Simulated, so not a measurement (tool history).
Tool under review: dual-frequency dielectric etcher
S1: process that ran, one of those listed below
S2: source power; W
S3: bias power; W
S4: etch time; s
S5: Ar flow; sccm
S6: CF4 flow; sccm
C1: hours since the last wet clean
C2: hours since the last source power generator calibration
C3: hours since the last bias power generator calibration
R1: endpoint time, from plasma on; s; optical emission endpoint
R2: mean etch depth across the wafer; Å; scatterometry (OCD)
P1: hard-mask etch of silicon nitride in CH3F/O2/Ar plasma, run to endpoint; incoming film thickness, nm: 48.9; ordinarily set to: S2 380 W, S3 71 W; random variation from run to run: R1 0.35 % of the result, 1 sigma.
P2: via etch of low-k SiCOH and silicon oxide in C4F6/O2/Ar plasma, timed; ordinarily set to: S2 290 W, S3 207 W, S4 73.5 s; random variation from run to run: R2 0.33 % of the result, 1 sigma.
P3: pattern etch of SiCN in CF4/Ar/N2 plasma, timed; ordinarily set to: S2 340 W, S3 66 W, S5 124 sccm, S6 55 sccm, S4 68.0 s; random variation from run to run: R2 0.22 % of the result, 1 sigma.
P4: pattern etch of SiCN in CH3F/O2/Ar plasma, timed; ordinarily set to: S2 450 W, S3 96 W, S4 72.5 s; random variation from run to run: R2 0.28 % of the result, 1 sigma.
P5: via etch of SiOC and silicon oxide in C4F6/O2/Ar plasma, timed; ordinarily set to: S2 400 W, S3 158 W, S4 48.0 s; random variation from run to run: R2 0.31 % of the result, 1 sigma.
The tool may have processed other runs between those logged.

| run | hour | S1 | S2 | S3 | S4 | S5 | S6 | C1 | C2 | C3 | R1 | R2 |
|---|---|---|---|---|---|---|---|---|---|---|---|---|
| 1 | 11.6 | P1 | 380 | 71 |  |  |  | 226.9 | 794.0 | 447.0 | 76.045 |  |
| 2 | 20.1 | P5 | 400 | 124 | 48.0 |  |  | 235.4 | 802.5 | 455.5 |  | 490.11 |
| 3 | 32.9 | P4 | 450 | 96 | 72.5 |  |  | 248.2 | 815.3 | 468.3 |  | 317.67 |
| 4 | 42.1 | P1 | 240 | 71 |  |  |  | 257.4 | 824.5 | 477.5 | 90.470 |  |
| 5 | 56.0 | P3 | 340 | 66 | 68.0 | 124 | 55 | 271.3 | 838.4 | 491.4 |  | 412.35 |
| 6 | 65.4 | P2 | 290 | 138 | 73.5 |  |  | 280.7 | 847.8 | 500.8 |  | 1751.30 |
| 7 | 78.3 | P4 | 450 | 96 | 72.5 |  |  | 293.6 | 860.7 | 513.7 |  | 317.26 |
| 8 | 85.4 | P5 | 260 | 158 | 48.0 |  |  | 300.7 | 867.8 | 520.8 |  | 447.78 |
| 9 | 100.2 | P4 | 450 | 129 | 72.5 |  |  | 315.5 | 882.6 | 535.6 |  | 356.00 |
| 10 | 110.8 | P5 | 400 | 158 | 48.0 |  |  | 326.1 | 893.2 | 546.2 |  | 525.98 |
| 11 | 122.3 | P3 | 340 | 66 | 68.0 | 124 | 77 | 337.6 | 904.7 | 557.7 |  | 436.36 |
| 12 | 133.9 | P2 | 290 | 207 | 107.0 |  |  | 349.2 | 916.3 | 569.3 |  | 2887.80 |
| 13 | 146.4 | P5 | 400 | 158 | 69.5 |  |  | 361.7 | 928.8 | 581.8 |  | 767.74 |
| 14 | 157.5 | P4 | 360 | 96 | 72.5 |  |  | 372.8 | 939.9 | 592.9 |  | 291.52 |
| 15 | 167.4 | P2 | 290 | 207 | 73.5 |  |  | 382.7 | 949.8 | 602.8 |  | 1989.80 |
| 16 | 175.1 | P4 | 450 | 96 | 91.5 |  |  | 390.4 | 957.5 | 610.5 |  | 397.05 |
| 17 | 190.0 | P1 | 380 | 42 |  |  |  | 405.3 | 972.4 | 625.4 | 89.842 |  |
| 18 | 203.9 | P1 | 380 | 71 |  |  |  | 419.2 | 986.3 | 639.3 | 76.189 |  |
| 19 | 213.7 | P1 | 380 | 71 |  |  |  | 429.0 | 996.1 | 649.1 | 76.178 |  |
| 20 | 220.7 | P1 | 380 | 71 |  |  |  | 436.0 | 1003.1 | 656.1 | 76.451 |  |
| 21 | 234.3 | P2 | 290 | 207 | 73.5 |  |  | 449.6 | 1016.7 | 669.7 |  | 1988.30 |
| 22 | 245.4 | P3 | 340 | 66 | 37.5 | 124 | 55 | 460.7 | 1027.8 | 680.8 |  | 228.67 |
| 23 | 255.7 | P1 | 380 | 71 |  |  |  | 471.0 | 1038.1 | 691.1 | 75.939 |  |
| 24 | 267.6 | P1 | 380 | 71 |  |  |  | 482.9 | 1050.0 | 703.0 | 75.724 |  |
| 25 | 274.4 | P2 | 370 | 207 | 73.5 |  |  | 489.7 | 1056.8 | 709.8 |  | 2183.80 |
| 26 | 284.5 | P3 | 470 | 66 | 68.0 | 124 | 55 | 499.8 | 1066.9 | 719.9 |  | 549.37 |
| 27 | 291.1 | P3 | 340 | 66 | 68.0 | 124 | 55 | 506.4 | 1073.5 | 726.5 |  | 413.10 |
| 28 | 305.2 | P3 | 340 | 53 | 68.0 | 124 | 55 | 520.5 | 1087.6 | 740.6 |  | 381.54 |
| 29 | 317.6 | P1 | 240 | 45 |  |  |  | 532.9 | 1100.0 | 753.0 | 105.080 |  |
| 30 | 332.1 | P1 | 380 | 96 |  |  |  | 547.4 | 1114.5 | 767.5 | 68.633 |  |
| 31 | 342.0 | P3 | 340 | 66 | 68.0 | 80 | 55 | 557.3 | 1124.4 | 777.4 |  | 443.52 |
| 32 | 350.5 | P1 | 470 | 71 |  |  |  | 565.8 | 1132.9 | 785.9 | 70.398 |  |
| 33 | 362.4 | P1 | 380 | 71 |  |  |  | 577.7 | 1144.8 | 797.8 | 76.265 |  |
| 34 | 375.5 | P1 | 380 | 71 |  |  |  | 590.8 | 1157.9 | 810.9 | 76.933 |  |
| 35 | 387.8 | P1 | 380 | 71 |  |  |  | 603.1 | 1170.2 | 823.2 | 76.902 |  |
| 36 | 401.4 | P1 | 380 | 71 |  |  |  | 616.7 | 1183.8 | 836.8 | 77.512 |  |
| 37 | 415.5 | P1 | 380 | 71 |  |  |  | 630.8 | 1197.9 | 850.9 | 76.939 |  |
| 38 | 429.8 | P1 | 380 | 71 |  |  |  | 645.1 | 1212.2 | 865.2 | 77.552 |  |
|  | 435.6 | wet clean of the chamber |
| 39 | 443.7 | P1 | 380 | 71 |  |  |  | 8.2 | 1226.1 | 879.1 | 77.229 |  |
| 40 | 457.1 | P1 | 380 | 71 |  |  |  | 21.6 | 1239.5 | 892.5 | 77.680 |  |
| 41 | 465.1 | P1 | 380 | 71 |  |  |  | 29.6 | 1247.5 | 900.5 | 77.129 |  |
| 42 | 475.9 | P1 | 380 | 71 |  |  |  | 40.4 | 1258.3 | 911.3 | 76.935 |  |

Compared with where it was, what P1 gives has crept away. Each cause listed below fits the log as well as the rest, at the size given for it:
A: bias power that arrives under what is set, % = 4.97
B: source power that arrives under what is set, % = 4.49
Creep in the process output first set in at about hour 362.4.
All other causes, with the reason each is excluded:
chamber walls in a state that lowers the etch rate, %: maintenance at hour 435.6, after the shift began, did not return the process to its former output

Below are 4 check runs, each on a single wafer, with their results shown as question marks. Which of them would tell the listed causes apart, meaning the causes would give clearly different results under it?
| check 1 | 486.7 | P5 | 400 | 158 | 48.0 |  |  |  |  |  |  | ? |
| check 2 | 486.7 | P3 | 340 | 66 | 68.0 | 124 | 55 |  |  |  |  | ? |
| check 3 | 486.7 | P2 | 290 | 207 | 73.5 |  |  |  |  |  |  | ? |
| check 4 | 486.7 | P4 | 450 | 96 | 72.5 |  |  |  |  |  |  | ? |

What every check run would give for each of its results, assuming each possible cause in turn:
| check | result | if A | if B |
|---|---|---|---|
| check 1 | R2 | 519.46 | 518.39 |
| check 2 | R2 | 405.86 | 397.44 |
| check 3 | R2 | 1953.30 | 1951.80 |
| check 4 | R2 | 310.32 | 310.89 |
Separation of the two closest causes in each check, using whichever result separates them best: check 1 0.21 %; check 2 2.1 %; check 3 0.07 %; check 4 0.18 %
Only check 2 tells the causes apart: in the others they would give nearly the same result.

Check 2 has now been run. It gave: R2 398.14 Å. Which of the candidate causes is it?

The cause is B: source power that arrives under what is set, %.

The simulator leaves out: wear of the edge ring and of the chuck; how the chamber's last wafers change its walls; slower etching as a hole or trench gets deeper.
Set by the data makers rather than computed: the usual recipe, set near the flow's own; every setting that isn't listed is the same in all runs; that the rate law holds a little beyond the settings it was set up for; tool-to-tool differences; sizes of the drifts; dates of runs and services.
